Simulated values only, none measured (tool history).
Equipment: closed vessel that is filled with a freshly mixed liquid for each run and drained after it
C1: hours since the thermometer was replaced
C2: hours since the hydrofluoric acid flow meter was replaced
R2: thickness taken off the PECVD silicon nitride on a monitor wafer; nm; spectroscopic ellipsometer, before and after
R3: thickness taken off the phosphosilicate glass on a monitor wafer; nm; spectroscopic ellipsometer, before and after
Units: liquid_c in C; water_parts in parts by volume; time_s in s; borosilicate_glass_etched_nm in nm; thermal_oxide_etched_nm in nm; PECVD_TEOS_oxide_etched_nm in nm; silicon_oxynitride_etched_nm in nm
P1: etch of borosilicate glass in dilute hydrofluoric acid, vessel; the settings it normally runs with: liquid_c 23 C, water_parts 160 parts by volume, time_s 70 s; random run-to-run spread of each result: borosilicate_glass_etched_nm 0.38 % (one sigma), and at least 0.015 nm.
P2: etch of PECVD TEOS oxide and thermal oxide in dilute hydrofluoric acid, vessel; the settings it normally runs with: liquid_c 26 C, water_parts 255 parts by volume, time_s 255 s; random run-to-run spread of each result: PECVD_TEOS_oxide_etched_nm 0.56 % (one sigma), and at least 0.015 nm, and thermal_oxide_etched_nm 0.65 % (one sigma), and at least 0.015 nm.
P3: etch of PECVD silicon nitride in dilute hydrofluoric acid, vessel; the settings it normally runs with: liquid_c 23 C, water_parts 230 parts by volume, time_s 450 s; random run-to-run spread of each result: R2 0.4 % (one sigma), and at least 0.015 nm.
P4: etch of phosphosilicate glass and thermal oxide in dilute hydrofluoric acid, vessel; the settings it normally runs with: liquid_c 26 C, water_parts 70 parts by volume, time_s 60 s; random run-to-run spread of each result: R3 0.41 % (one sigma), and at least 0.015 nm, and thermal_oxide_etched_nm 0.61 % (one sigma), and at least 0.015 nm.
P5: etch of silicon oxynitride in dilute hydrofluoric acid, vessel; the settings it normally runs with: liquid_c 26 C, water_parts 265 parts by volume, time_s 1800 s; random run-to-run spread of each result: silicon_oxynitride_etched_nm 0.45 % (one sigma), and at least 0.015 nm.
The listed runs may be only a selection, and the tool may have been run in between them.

Run 1, day 0.288: process P1, liquid_c 23 C, water_parts 160 parts by volume, time_s 70 s; C1 1551.2; C2 511.5. Result: borosilicate_glass_etched_nm 10.999 nm.
Run 2, day 0.933: process P3, liquid_c 23 C, water_parts 230 parts by volume, time_s 450 s; C1 1566.7; C2 527. Result: R2 6.7958 nm.
Run 3, day 1.275: process P1, liquid_c 31 C, water_parts 160 parts by volume, time_s 70 s; C1 1574.9; C2 535.2. Result: borosilicate_glass_etched_nm 14.764 nm.
Run 4, day 1.933: process P3, liquid_c 23 C, water_parts 115 parts by volume, time_s 450 s; C1 1590.7; C2 551. Result: R2 13.523 nm.
Run 5, day 2.279: process P1, liquid_c 17 C, water_parts 160 parts by volume, time_s 40 s; C1 1599; C2 559.3. Result: borosilicate_glass_etched_nm 4.9733 nm.
Run 6, day 2.608: process P1, liquid_c 18.5 C, water_parts 160 parts by volume, time_s 70 s; C1 1606.9; C2 567.2. Result: borosilicate_glass_etched_nm 9.2697 nm.
Run 7, day 2.904: process P4, liquid_c 26 C, water_parts 70 parts by volume, time_s 60 s; C1 1614; C2 574.3. Result: R3 150.43 nm, thermal_oxide_etched_nm 4.7539 nm.
Run 8, day 3.308: process P1, liquid_c 23 C, water_parts 160 parts by volume, time_s 70 s; C1 1623.7; C2 584. Result: borosilicate_glass_etched_nm 11.009 nm.
Run 9, day 3.633: process P1, liquid_c 23 C, water_parts 160 parts by volume, time_s 70 s; C1 1631.5; C2 591.8. Result: borosilicate_glass_etched_nm 10.984 nm.
Run 10, day 4.271: process P1, liquid_c 23 C, water_parts 250 parts by volume, time_s 70 s; C1 1646.8; C2 607.1. Result: borosilicate_glass_etched_nm 6.4345 nm.
Run 11, day 4.621: process P4, liquid_c 26 C, water_parts 70 parts by volume, time_s 30 s; C1 1655.2; C2 615.5. Result: R3 76.13 nm, thermal_oxide_etched_nm 2.4018 nm.
Run 12, day 5.25: process P2, liquid_c 26 C, water_parts 255 parts by volume, time_s 60 s; C1 1670.3; C2 630.6. Result: thermal_oxide_etched_nm 1.0544 nm, PECVD_TEOS_oxide_etched_nm 3.4448 nm.
Run 13, day 5.7: process P2, liquid_c 26 C, water_parts 255 parts by volume, time_s 255 s; C1 1681.1; C2 641.4. Result: thermal_oxide_etched_nm 4.4813 nm, PECVD_TEOS_oxide_etched_nm 14.509 nm.
Run 14, day 6.133: process P3, liquid_c 23 C, water_parts 230 parts by volume, time_s 30 s; C1 1691.5; C2 651.8. Result: R2 0.47031 nm.
Run 15, day 6.575: process P2, liquid_c 26 C, water_parts 415 parts by volume, time_s 255 s; C1 1702.1; C2 662.4. Result: thermal_oxide_etched_nm 2.3773 nm, PECVD_TEOS_oxide_etched_nm 7.5934 nm.
Run 16, day 7.062: process P5, liquid_c 31 C, water_parts 265 parts by volume, time_s 1800 s; C1 1713.8; C2 674.1. Result: silicon_oxynitride_etched_nm 26.015 nm.
Run 17, day 7.621: process P5, liquid_c 26 C, water_parts 265 parts by volume, time_s 1800 s; C1 1727.2; C2 687.5. Result: silicon_oxynitride_etched_nm 21.247 nm.
Run 18, day 8.279: process P2, liquid_c 26 C, water_parts 255 parts by volume, time_s 255 s; C1 1743; C2 703.3. Result: thermal_oxide_etched_nm 4.5472 nm, PECVD_TEOS_oxide_etched_nm 14.516 nm.
Run 19, day 8.575: process P4, liquid_c 32 C, water_parts 70 parts by volume, time_s 60 s; C1 1750.1; C2 710.4. Result: R3 191.48 nm, thermal_oxide_etched_nm 6.0056 nm.
Run 20, day 8.938: process P4, liquid_c 26 C, water_parts 70 parts by volume, time_s 60 s; C1 1758.8; C2 719.1. Result: R3 151.82 nm, thermal_oxide_etched_nm 4.7924 nm.
Run 21, day 9.438: process P5, liquid_c 26 C, water_parts 265 parts by volume, time_s 725 s; C1 1770.8; C2 731.1. Result: silicon_oxynitride_etched_nm 8.5436 nm.
Run 22, day 9.808: process P2, liquid_c 18 C, water_parts 255 parts by volume, time_s 255 s; C1 1779.7; C2 740. Result: thermal_oxide_etched_nm 3.3617 nm, PECVD_TEOS_oxide_etched_nm 10.95 nm.
Run 23, day 10.2: process P5, liquid_c 26 C, water_parts 265 parts by volume, time_s 1800 s; C1 1789.1; C2 749.4. Result: silicon_oxynitride_etched_nm 21.051 nm.
Run 24, day 10.517: process P4, liquid_c 26 C, water_parts 40 parts by volume, time_s 60 s; C1 1796.7; C2 757. Result: R3 277.12 nm, thermal_oxide_etched_nm 8.7481 nm.
Run 25, day 11.121: process P1, liquid_c 23 C, water_parts 160 parts by volume, time_s 70 s; C1 1811.2; C2 771.5. Result: borosilicate_glass_etched_nm 11.089 nm.
Run 26, day 11.65: process P1, liquid_c 23 C, water_parts 30 parts by volume, time_s 70 s; C1 1823.9; C2 784.2. Result: borosilicate_glass_etched_nm 68.963 nm.
Run 27, day 12.012: process P1, liquid_c 23 C, water_parts 160 parts by volume, time_s 115 s; C1 1832.6; C2 792.9. Result: borosilicate_glass_etched_nm 17.984 nm.
Run 28, day 12.633: process P3, liquid_c 23 C, water_parts 230 parts by volume, time_s 450 s; C1 1847.5; C2 807.8. Result: R2 6.8222 nm.
Run 29, day 13.279: process P1, liquid_c 23 C, water_parts 160 parts by volume, time_s 30 s; C1 1863; C2 823.3. Result: borosilicate_glass_etched_nm 4.749 nm.
Run 30, day 13.579: process P3, liquid_c 17 C, water_parts 230 parts by volume, time_s 450 s; C1 1870.2; C2 830.5. Result: R2 4.6188 nm.
Run 31, day 14.125: process P5, liquid_c 26 C, water_parts 475 parts by volume, time_s 1800 s; C1 1883.3; C2 843.6. Result: silicon_oxynitride_etched_nm 10.326 nm.
Run 32, day 14.771: process P1, liquid_c 23 C, water_parts 160 parts by volume, time_s 70 s; C1 1898.8; C2 859.1. Result: borosilicate_glass_etched_nm 10.969 nm.
Run 33, day 15.421: process P1, liquid_c 23 C, water_parts 160 parts by volume, time_s 70 s; C1 1914.4; C2 874.7. Result: borosilicate_glass_etched_nm 11.025 nm.
Run 34, day 15.725: process P1, liquid_c 23 C, water_parts 160 parts by volume, time_s 70 s; C1 1921.7; C2 882. Result: borosilicate_glass_etched_nm 10.786 nm.
Run 35, day 16.325: process P1, liquid_c 23 C, water_parts 160 parts by volume, time_s 70 s; C1 1936.1; C2 896.4. Result: borosilicate_glass_etched_nm 10.534 nm.
Run 36, day 16.612: process P1, liquid_c 23 C, water_parts 160 parts by volume, time_s 70 s; C1 1943; C2 903.3. Result: borosilicate_glass_etched_nm 10.42 nm.
Run 37, day 17.083: process P1, liquid_c 23 C, water_parts 160 parts by volume, time_s 70 s; C1 1954.3; C2 914.6. Result: borosilicate_glass_etched_nm 10.35 nm.
Run 38, day 17.692: process P1, liquid_c 23 C, water_parts 160 parts by volume, time_s 70 s; C1 1968.9; C2 929.2. Result: borosilicate_glass_etched_nm 10.176 nm.
Run 39, day 18.154: process P1, liquid_c 23 C, water_parts 160 parts by volume, time_s 70 s; C1 1980; C2 940.3. Result: borosilicate_glass_etched_nm 10.165 nm.
Run 40, day 18.7: process P1, liquid_c 23 C, water_parts 160 parts by volume, time_s 70 s; C1 1993.1; C2 953.4. Result: borosilicate_glass_etched_nm 10.088 nm.
Run 41, day 19.138: process P1, liquid_c 23 C, water_parts 160 parts by volume, time_s 70 s; C1 2003.6; C2 963.9. Result: borosilicate_glass_etched_nm 10.172 nm.
Run 42, day 19.729: process P1, liquid_c 23 C, water_parts 160 parts by volume, time_s 70 s; C1 2017.8; C2 978.1. Result: borosilicate_glass_etched_nm 10.123 nm.
Run 43, day 20.275: process P1, liquid_c 23 C, water_parts 160 parts by volume, time_s 70 s; C1 2030.9; C2 991.2. Result: borosilicate_glass_etched_nm 10.063 nm.
Run 44, day 20.683: process P1, liquid_c 23 C, water_parts 160 parts by volume, time_s 70 s; C1 2040.7; C2 1001. Result: borosilicate_glass_etched_nm 10.094 nm.

The output of P1 has drifted from where it used to be. Each of the 2 causes below, taken at the size shown beside it, accounts for the log equally well:
A: hydrofluoric acid flow below the setpoint (%) = 7.22
B: liquid colder than its thermometer reads (K) = 2.29
Onset of the creep was near day 15.421.

Of the 4 check runs listed below, each run on one wafer and each result written as a question mark, which would let you distinguish the listed causes because they would give clearly different results?
Run check 1, day 21.092: process P4, liquid_c 26 C, water_parts 70 parts by volume, time_s 30 s. Result: R3 ?, thermal_oxide_etched_nm ?.
Run check 2, day 21.092: process P2, liquid_c 19.5 C, water_parts 255 parts by volume, time_s 165 s. Result: thermal_oxide_etched_nm ?, PECVD_TEOS_oxide_etched_nm ?.
Run check 3, day 21.092: process P3, liquid_c 19 C, water_parts 230 parts by volume, time_s 175 s. Result: R2 ?.
Run check 4, day 21.092: process P5, liquid_c 26 C, water_parts 455 parts by volume, time_s 1800 s. Result: silicon_oxynitride_etched_nm ?.

Check results expected under each cause:
  check                        result    if A    if B
check 1                            R3  69.853  69.171
check 1       thermal_oxide_etched_nm  2.1958  2.1744
check 2       thermal_oxide_etched_nm  2.1103  2.1223
check 2    PECVD_TEOS_oxide_etched_nm   6.785  6.8233
check 3                            R2  1.9032  1.7577
check 4  silicon_oxynitride_etched_nm  9.8504  9.9247
Gap, in per cent, between the two causes that each check separates least, read from the result that separates them most: check 1 0.98 %; check 2 0.56 %; check 3 7.95 %; check 4 0.75 %
Only check 3 tells the causes apart: in the others they would give nearly the same result.

With check 3 done, the readings were: R2 1.89 nm. Identify which of the listed causes applies.

A is the cause: hydrofluoric acid flow below the setpoint (%).
